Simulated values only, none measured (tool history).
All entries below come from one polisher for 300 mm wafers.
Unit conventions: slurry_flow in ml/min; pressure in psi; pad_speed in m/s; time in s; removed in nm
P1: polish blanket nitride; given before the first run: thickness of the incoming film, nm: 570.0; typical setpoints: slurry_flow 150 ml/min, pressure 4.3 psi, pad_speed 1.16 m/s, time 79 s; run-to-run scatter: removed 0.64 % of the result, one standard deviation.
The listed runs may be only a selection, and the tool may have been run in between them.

run	day	slurry_flow	pressure	pad_speed	time	removed
1	0.338	150	4.3	1.16	79	164.810
2	0.650	150	4.3	1.16	79	164.010
3	0.896	150	1.9	1.16	79	73.270
4	1.138	150	5.8	1.16	79	222.060
5	1.317	150	4.3	1.68	79	221.170
6	1.546	150	4.3	0.52	79	86.539
7	1.821	150	4.3	1.16	79	165.850
8	2.100	150	4.3	1.16	38	79.281
# day 2.212: head pressure recalibrated
9	2.338	150	4.3	1.16	118	246.890
# day 2.596: slurry nozzle cleaned
10	2.600	150	4.3	1.16	79	165.430
11	2.946	195	4.3	1.16	119	259.640
12	3.246	230	4.3	1.16	79	175.840
13	3.588	110	4.3	1.16	79	154.060

Run 14, settings as shown, results not yet in. Your forecast:
14	3.783	150	4.3	1.16	79	?

{"run 14": {"removed": 165.09}}
